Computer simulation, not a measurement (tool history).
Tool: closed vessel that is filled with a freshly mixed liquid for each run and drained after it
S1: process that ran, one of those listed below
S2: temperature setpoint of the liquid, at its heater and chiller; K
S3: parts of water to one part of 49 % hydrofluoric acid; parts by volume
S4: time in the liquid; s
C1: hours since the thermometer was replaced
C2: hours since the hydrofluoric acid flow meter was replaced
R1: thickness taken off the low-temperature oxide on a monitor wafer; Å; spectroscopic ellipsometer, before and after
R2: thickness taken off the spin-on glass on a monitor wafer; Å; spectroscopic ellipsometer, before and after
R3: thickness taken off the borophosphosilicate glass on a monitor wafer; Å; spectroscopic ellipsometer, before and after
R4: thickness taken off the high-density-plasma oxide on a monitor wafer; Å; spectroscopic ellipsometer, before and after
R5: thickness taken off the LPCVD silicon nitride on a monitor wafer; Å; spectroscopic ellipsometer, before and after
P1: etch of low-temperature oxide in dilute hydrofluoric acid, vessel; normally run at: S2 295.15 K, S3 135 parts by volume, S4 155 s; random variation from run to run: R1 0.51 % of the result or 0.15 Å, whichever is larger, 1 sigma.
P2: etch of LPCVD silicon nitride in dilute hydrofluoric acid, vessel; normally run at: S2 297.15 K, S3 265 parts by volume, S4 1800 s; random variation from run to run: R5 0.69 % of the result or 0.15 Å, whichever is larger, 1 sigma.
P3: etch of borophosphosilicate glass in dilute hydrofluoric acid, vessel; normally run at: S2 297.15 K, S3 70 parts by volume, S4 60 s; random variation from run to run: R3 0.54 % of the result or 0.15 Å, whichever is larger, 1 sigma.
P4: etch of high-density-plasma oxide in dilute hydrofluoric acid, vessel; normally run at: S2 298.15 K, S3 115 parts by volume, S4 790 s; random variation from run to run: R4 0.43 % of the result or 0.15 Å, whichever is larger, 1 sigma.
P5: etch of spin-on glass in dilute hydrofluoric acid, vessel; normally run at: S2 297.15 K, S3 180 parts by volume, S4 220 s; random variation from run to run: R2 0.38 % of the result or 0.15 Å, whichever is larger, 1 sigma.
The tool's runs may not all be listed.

{"run": 1, "hour": 13.8, "S1": "P1", "S2": 295.15, "S3": 135, "S4": 155, "C1": 1106.7, "C2": 1378.1, "R1": 109.45}
{"run": 2, "hour": 24.8, "S1": "P5", "S2": 297.15, "S3": 85, "S4": 220, "C1": 1117.7, "C2": 1389.1, "R2": 1385.3}
{"run": 3, "hour": 36.6, "S1": "P1", "S2": 295.15, "S3": 135, "S4": 155, "C1": 1129.5, "C2": 1400.9, "R1": 108.16}
{"run": 4, "hour": 48.9, "S1": "P3", "S2": 297.15, "S3": 70, "S4": 60, "C1": 1141.8, "C2": 1413.2, "R3": 412.05}
{"run": 5, "hour": 63.9, "S1": "P3", "S2": 297.15, "S3": 105, "S4": 60, "C1": 1156.8, "C2": 1428.2, "R3": 264.89}
{"run": 6, "hour": 80.4, "S1": "P4", "S2": 294.65, "S3": 115, "S4": 790, "C1": 1173.3, "C2": 1444.7, "R4": 416.1}
{"run": 7, "hour": 95.6, "S1": "P3", "S2": 297.15, "S3": 70, "S4": 60, "C1": 1188.5, "C2": 1459.9, "R3": 410.63}
{"run": 8, "hour": 111.2, "S1": "P5", "S2": 297.15, "S3": 180, "S4": 220, "C1": 1204.1, "C2": 1475.5, "R2": 584.48}
{"run": 9, "hour": 126.0, "S1": "P3", "S2": 292.65, "S3": 70, "S4": 60, "C1": 1218.9, "C2": 1490.3, "R3": 341.43}
{"run": 10, "hour": 135.3, "S1": "P1", "S2": 303.15, "S3": 135, "S4": 155, "C1": 1228.2, "C2": 1499.6, "R1": 147.23}
{"run": 11, "hour": 145.5, "S1": "P1", "S2": 295.15, "S3": 135, "S4": 255, "C1": 1238.4, "C2": 1509.8, "R1": 178.95}
{"run": 12, "hour": 157.8, "S1": "P5", "S2": 297.15, "S3": 180, "S4": 335, "C1": 1250.7, "C2": 1522.1, "R2": 893.2}
{"run": 13, "hour": 172.8, "S1": "P5", "S2": 304.65, "S3": 180, "S4": 220, "C1": 1265.7, "C2": 1537.1, "R2": 766.97}
{"run": 14, "hour": 187.0, "S1": "P4", "S2": 298.15, "S3": 50, "S4": 790, "C1": 1279.9, "C2": 1551.3, "R4": 1198.5}
{"run": 15, "hour": 196.1, "S1": "P1", "S2": 295.15, "S3": 135, "S4": 55, "C1": 1289.0, "C2": 1560.4, "R1": 38.649}
{"run": 16, "hour": 208.9, "S1": "P2", "S2": 292.15, "S3": 265, "S4": 1800, "C1": 1301.8, "C2": 1573.2, "R5": 27.986}
{"run": 17, "hour": 224.6, "S1": "P5", "S2": 297.15, "S3": 180, "S4": 220, "C1": 1317.5, "C2": 1588.9, "R2": 578.66}
{"run": 18, "hour": 240.5, "S1": "P2", "S2": 297.15, "S3": 265, "S4": 635, "C1": 1333.4, "C2": 1604.8, "R5": 13.635}
{"run": 19, "hour": 254.9, "S1": "P1", "S2": 295.15, "S3": 135, "S4": 155, "C1": 1347.8, "C2": 1619.2, "R1": 109.15}
{"run": 20, "hour": 266.3, "S1": "P1", "S2": 295.15, "S3": 135, "S4": 155, "C1": 1359.2, "C2": 1630.6, "R1": 109.29}
{"run": 21, "hour": 282.6, "S1": "P1", "S2": 295.15, "S3": 135, "S4": 155, "C1": 1375.5, "C2": 1646.9, "R1": 109.49}
{"run": 22, "hour": 291.5, "S1": "P1", "S2": 295.15, "S3": 190, "S4": 155, "C1": 1384.4, "C2": 1655.8, "R1": 72.995}
{"run": 23, "hour": 305.3, "S1": "P4", "S2": 298.15, "S3": 115, "S4": 1430, "C1": 1398.2, "C2": 1669.6, "R4": 862.56}
{"run": 24, "hour": 320.9, "S1": "P1", "S2": 295.15, "S3": 50, "S4": 155, "C1": 1413.8, "C2": 1685.2, "R1": 326.11}
{"run": 25, "hour": 334.0, "S1": "P2", "S2": 297.15, "S3": 160, "S4": 1800, "C1": 1426.9, "C2": 1698.3, "R5": 62.585}
{"run": 26, "hour": 347.7, "S1": "P3", "S2": 297.15, "S3": 70, "S4": 30, "C1": 1440.6, "C2": 1712.0, "R3": 205.16}
{"run": 27, "hour": 359.8, "S1": "P4", "S2": 298.15, "S3": 115, "S4": 790, "C1": 1452.7, "C2": 1724.1, "R4": 478.16}
{"run": 28, "hour": 374.5, "S1": "P1", "S2": 295.15, "S3": 30, "S4": 305, "C1": 1467.4, "C2": 1738.8, "R1": 1092.2}
{"run": 29, "hour": 386.7, "S1": "P4", "S2": 298.15, "S3": 115, "S4": 790, "C1": 1479.6, "C2": 1751.0, "R4": 477.95}
{"run": 30, "hour": 402.5, "S1": "P1", "S2": 290.15, "S3": 135, "S4": 155, "C1": 1495.4, "C2": 1766.8, "R1": 90.052}
{"run": 31, "hour": 416.6, "S1": "P2", "S2": 297.15, "S3": 265, "S4": 1800, "C1": 1509.5, "C2": 1780.9, "R5": 38.013}
{"run": 32, "hour": 429.1, "S1": "P1", "S2": 295.15, "S3": 135, "S4": 155, "C1": 1522.0, "C2": 1793.4, "R1": 109.72}
{"run": 33, "hour": 437.2, "S1": "P1", "S2": 295.15, "S3": 135, "S4": 155, "C1": 1530.1, "C2": 1801.5, "R1": 109.35}

The next listed run, before its measurement:
{"run": 34, "hour": 445.5, "S1": "P1", "S2": 295.15, "S3": 135, "S4": 155, "C1": 1538.4, "C2": 1809.8, "R1": "?"}

R1: 109.250 Å

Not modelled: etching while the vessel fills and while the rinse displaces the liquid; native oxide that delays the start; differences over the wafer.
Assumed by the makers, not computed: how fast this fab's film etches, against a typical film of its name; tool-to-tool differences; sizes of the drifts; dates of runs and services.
